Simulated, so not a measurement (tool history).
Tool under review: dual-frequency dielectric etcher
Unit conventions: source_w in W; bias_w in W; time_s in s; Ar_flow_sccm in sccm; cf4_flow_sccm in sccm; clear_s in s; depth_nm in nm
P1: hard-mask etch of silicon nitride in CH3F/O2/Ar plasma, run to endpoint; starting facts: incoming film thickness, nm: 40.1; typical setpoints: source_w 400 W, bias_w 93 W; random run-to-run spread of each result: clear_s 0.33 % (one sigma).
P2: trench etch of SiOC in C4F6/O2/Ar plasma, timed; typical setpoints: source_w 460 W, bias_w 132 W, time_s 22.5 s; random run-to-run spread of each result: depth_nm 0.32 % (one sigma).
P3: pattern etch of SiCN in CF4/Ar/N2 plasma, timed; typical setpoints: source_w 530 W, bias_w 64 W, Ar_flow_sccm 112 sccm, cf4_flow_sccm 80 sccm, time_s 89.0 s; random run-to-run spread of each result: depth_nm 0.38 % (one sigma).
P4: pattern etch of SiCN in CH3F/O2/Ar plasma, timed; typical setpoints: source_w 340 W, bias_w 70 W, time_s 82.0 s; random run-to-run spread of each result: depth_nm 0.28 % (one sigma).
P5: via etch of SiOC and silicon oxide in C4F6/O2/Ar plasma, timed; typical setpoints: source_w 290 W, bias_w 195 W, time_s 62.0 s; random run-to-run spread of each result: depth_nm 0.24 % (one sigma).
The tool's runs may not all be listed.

run,hour,process,source_w,bias_w,time_s,Ar_flow_sccm,cf4_flow_sccm,hours since the last wet clean,hours since the last source power generator calibration,hours since the last bias power generator calibration,clear_s,depth_nm
1,8.9,P1,400,93,,,,391.3,1129.9,2697.8,53.617,
2,24.1,P4,340,70,82.0,,,406.5,1145.1,2713.0,,29.376
3,37.4,P4,340,91,82.0,,,419.8,1158.4,2726.3,,32.123
4,51.8,P1,400,93,,,,434.2,1172.8,2740.7,53.610,
5,60.6,P3,530,64,89.0,112,80,443.0,1181.6,2749.5,,85.474
6,68.8,P5,360,195,62.0,,,451.2,1189.8,2757.7,,69.189
7,80.5,P1,400,124,,,,462.9,1201.5,2769.4,48.174,
8,96.1,P5,290,114,62.0,,,478.5,1217.1,2785.0,,53.691
9,105.3,P1,400,93,,,,487.7,1226.3,2794.2,53.790,
10,112.7,P1,480,61,,,,495.1,1233.7,2801.6,57.842,
11,121.3,P3,530,64,89.0,112,80,503.7,1242.3,2810.2,,85.358
12,128.8,P4,340,70,45.0,,,511.2,1249.8,2817.7,,15.989
13,143.9,P5,290,195,62.0,,,526.3,1264.9,2832.8,,63.647
14,152.8,P1,260,113,,,,535.2,1273.8,2841.7,58.623,
15,160.8,P5,290,195,88.0,,,543.2,1281.8,2849.7,,90.204
16,169.6,P2,260,132,22.5,,,552.0,1290.6,2858.5,,36.037
17,185.7,P1,400,93,,,,568.1,1306.7,2874.6,53.327,
# hour 193.0: wet clean of the chamber
18,198.3,P2,460,132,22.5,,,5.3,1319.3,2887.2,,44.743
19,215.2,P4,240,70,82.0,,,22.2,1336.2,2904.1,,25.659
20,231.3,P1,540,93,,,,38.3,1352.3,2920.2,47.837,
21,240.8,P5,290,195,62.0,,,47.8,1361.8,2929.7,,63.542
22,253.4,P1,400,93,,,,60.4,1374.4,2942.3,53.372,
23,264.0,P3,530,46,89.0,112,80,71.0,1385.0,2952.9,,76.681
24,275.2,P3,530,64,89.0,133,80,82.2,1396.2,2964.1,,83.156
25,287.0,P3,530,64,113.5,112,80,94.0,1408.0,2975.9,,108.930
26,299.4,P2,460,164,22.5,,,106.4,1420.4,2988.3,,47.962
27,307.4,P3,390,64,89.0,112,80,114.4,1428.4,2996.3,,65.072
28,315.1,P3,530,64,89.0,112,108,122.1,1436.1,3004.0,,89.549
29,326.5,P1,400,69,,,,133.5,1447.5,3015.4,59.311,
30,339.8,P1,320,93,,,,146.8,1460.8,3028.7,58.529,
31,352.1,P4,340,70,82.0,,,159.1,1473.1,3041.0,,29.284
32,360.2,P2,460,132,12.5,,,167.2,1481.2,3049.1,,25.086
33,376.5,P1,400,93,,,,183.5,1497.5,3065.4,53.771,
34,386.6,P1,400,93,,,,193.6,1507.6,3075.5,54.121,
35,397.0,P1,400,93,,,,204.0,1518.0,3085.9,54.177,
36,412.4,P1,400,93,,,,219.4,1533.4,3101.3,54.014,
# hour 414.8: wet clean of the chamber
37,421.0,P1,400,93,,,,6.3,1542.0,3109.9,54.420,
38,429.1,P1,400,93,,,,14.4,1550.1,3118.0,54.405,
39,440.6,P1,400,93,,,,25.9,1561.6,3129.5,54.171,
40,452.6,P1,400,93,,,,37.9,1573.6,3141.5,54.444,

Something has made what P1 gives creep away from where it was; the 2 causes below, each at its own stated size, fit the log equally well:
A: bias power that arrives under what is set, % = 4.44
B: source power that arrives under what is set, % = 4.28
Creep in the process output first set in at about hour 376.5.
Ruled out, with reasons:
chamber walls in a state that lowers the etch rate, %: its service at hour 414.8 followed the start of the drift and did not put the process back to its old value

You are offered 4 check runs, listed below with question marks in place of their results; each one averages 2 wafers. Which run separates the listed causes by giving clearly different results for each?
check 1,464.6,P4,340,70,82.0,,,,,,,?
check 2,464.6,P5,290,195,62.0,,,,,,,?
check 3,464.6,P2,460,132,22.5,,,,,,,?
check 4,464.6,P3,530,64,89.0,112,80,,,,,?

How each check would come out, cause by cause:
check,result,if A,if B
check 1,depth_nm,28.803,28.793
check 2,depth_nm,62.595,62.494
check 3,depth_nm,44.494,44.304
check 4,depth_nm,84.065,82.107
Per check, the gap between the least separated pair of causes, taken in the result that splits them most: check 1 0.03 %; check 2 0.16 %; check 3 0.43 %; check 4 2.36 %
Check 4 tells the causes apart: in the others they would give nearly the same result.

With check 4 done, the readings were: depth_nm 84.030 nm. Identify which of the listed causes applies.

Of the candidate causes, it is A: bias power that arrives under what is set, %.

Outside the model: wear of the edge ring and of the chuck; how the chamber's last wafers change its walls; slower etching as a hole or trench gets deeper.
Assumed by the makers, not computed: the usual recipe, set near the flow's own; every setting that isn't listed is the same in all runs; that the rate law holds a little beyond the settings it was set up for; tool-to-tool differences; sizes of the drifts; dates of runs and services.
